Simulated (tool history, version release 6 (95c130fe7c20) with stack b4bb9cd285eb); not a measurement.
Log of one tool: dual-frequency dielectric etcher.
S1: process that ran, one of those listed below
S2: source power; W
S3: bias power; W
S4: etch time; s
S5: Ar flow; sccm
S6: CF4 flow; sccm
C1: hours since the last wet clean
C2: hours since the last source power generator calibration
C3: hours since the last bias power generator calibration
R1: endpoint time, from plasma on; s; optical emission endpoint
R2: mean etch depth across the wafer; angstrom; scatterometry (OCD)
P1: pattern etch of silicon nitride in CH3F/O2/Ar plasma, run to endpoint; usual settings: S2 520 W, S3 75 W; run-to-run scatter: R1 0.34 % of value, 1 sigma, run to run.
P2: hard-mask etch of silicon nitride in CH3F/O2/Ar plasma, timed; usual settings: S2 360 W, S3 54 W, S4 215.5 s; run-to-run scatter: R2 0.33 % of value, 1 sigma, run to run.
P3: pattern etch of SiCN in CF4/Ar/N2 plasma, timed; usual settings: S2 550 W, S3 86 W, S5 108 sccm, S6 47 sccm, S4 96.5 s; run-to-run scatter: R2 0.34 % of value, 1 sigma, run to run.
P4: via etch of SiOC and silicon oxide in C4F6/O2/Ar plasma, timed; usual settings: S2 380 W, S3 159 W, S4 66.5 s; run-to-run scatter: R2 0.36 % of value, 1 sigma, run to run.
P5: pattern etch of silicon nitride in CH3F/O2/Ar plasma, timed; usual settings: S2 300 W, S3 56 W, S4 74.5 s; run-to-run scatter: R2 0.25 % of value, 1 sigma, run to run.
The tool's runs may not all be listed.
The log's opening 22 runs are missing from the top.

| run | hour | S1 | S2 | S3 | S4 | S5 | S6 | C1 | C2 | C3 | R1 | R2 |
|---|---|---|---|---|---|---|---|---|---|---|---|---|
| 23 | 127.6 | P1 | 520 | 75 |  |  |  | 15.4 | 1076.3 | 67.7 | 46.566 |  |
| 24 | 134.9 | P1 | 430 | 47 |  |  |  | 22.7 | 1083.6 | 75.0 | 58.662 |  |
| 25 | 142.6 | P5 | 300 | 73 | 74.5 |  |  | 30.4 | 1091.3 | 82.7 |  | 471.18 |
| 26 | 150.5 | P3 | 420 | 86 | 96.5 | 108 | 47 | 38.3 | 1099.2 | 90.6 |  | 774.39 |
| 27 | 154.3 | P2 | 210 | 54 | 215.5 |  |  | 42.1 | 1103.0 | 94.4 |  | 1046.60 |
| 28 | 159.4 | P1 | 520 | 75 |  |  |  | 47.2 | 1108.1 | 99.5 | 46.621 |  |
| 29 | 166.7 | P1 | 710 | 92 |  |  |  | 54.5 | 1115.4 | 106.8 | 38.638 |  |
| 30 | 171.6 | P2 | 360 | 54 | 215.5 |  |  | 59.4 | 1120.3 | 111.7 |  | 1289.10 |
| 31 | 178.2 | P5 | 430 | 56 | 74.5 |  |  | 66.0 | 1126.9 | 118.3 |  | 494.04 |
| 32 | 185.3 | P2 | 360 | 54 | 313.5 |  |  | 73.1 | 1134.0 | 125.4 |  | 1881.80 |
| 33 | 188.9 | P1 | 520 | 75 |  |  |  | 76.7 | 1137.6 | 129.0 | 46.738 |  |
| 34 | 194.9 | P1 | 520 | 75 |  |  |  | 82.7 | 1143.6 | 135.0 | 47.177 |  |
| 35 | 201.0 | P1 | 520 | 75 |  |  |  | 88.8 | 1149.7 | 141.1 | 46.988 |  |
| 36 | 204.8 | P1 | 520 | 75 |  |  |  | 92.6 | 1153.5 | 144.9 | 47.196 |  |
| 37 | 211.0 | P1 | 520 | 75 |  |  |  | 98.8 | 1159.7 | 151.1 | 47.400 |  |
| 38 | 217.0 | P1 | 520 | 75 |  |  |  | 104.8 | 1165.7 | 157.1 | 47.295 |  |
|  | 222.7 | wet clean of the chamber |
| 39 | 224.9 | P1 | 520 | 75 |  |  |  | 2.3 | 1173.6 | 165.0 | 47.077 |  |
| 40 | 230.9 | P1 | 520 | 75 |  |  |  | 8.3 | 1179.6 | 171.0 | 47.376 |  |

Forecast run 41:
| 41 | 235.1 | P1 | 520 | 75 |  |  |  | 12.5 | 1183.8 | 175.2 | ? |  |

{"run 41": {"R1": 47.603}}
